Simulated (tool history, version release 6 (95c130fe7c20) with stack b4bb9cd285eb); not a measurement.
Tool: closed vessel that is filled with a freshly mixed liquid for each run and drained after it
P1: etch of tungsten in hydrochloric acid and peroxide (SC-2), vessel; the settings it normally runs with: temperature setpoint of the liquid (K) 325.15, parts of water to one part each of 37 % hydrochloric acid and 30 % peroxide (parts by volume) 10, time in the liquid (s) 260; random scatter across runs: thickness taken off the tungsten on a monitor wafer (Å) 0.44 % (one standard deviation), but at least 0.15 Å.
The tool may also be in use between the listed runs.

run	hour	temperature setpoint of the liquid (K)	parts of water to one part each of 37 % hydrochloric acid and 30 % peroxide (parts by volume)	time in the liquid (s)	thickness taken off the tungsten on a monitor wafer (Å)
1	12.7	325.15	10	260	483.51
2	26.5	339.65	10	505	2329
3	33.7	325.15	4	260	961.3
4	42.9	325.15	14.5	260	350.65
5	52.2	325.15	10	260	479.75
6	67.2	325.15	10	30	55.761
7	80.9	309.65	10	260	165.62
8	90.1	325.15	10	510	951.75
9	100.3	325.15	10	260	482.41
10	116.1	325.15	10	260	482.99
11	130.4	339.15	10	260	1172.7
# hour 130.7: thermometer replaced
12	140.7	325.15	10	260	477.52
13	151.3	325.15	10	260	484.56
14	162	325.15	10	260	462.5
15	176.5	325.15	10	260	444.03
16	185.8	325.15	10	260	439.8
# hour 196: new drum of peroxide connected
17	196.8	325.15	10	260	436.68

Predict the results of run 18:
18	208.1	325.15	10	260	?

{"run 18": {"thickness taken off the tungsten on a monitor wafer (Å)": 437.37}}
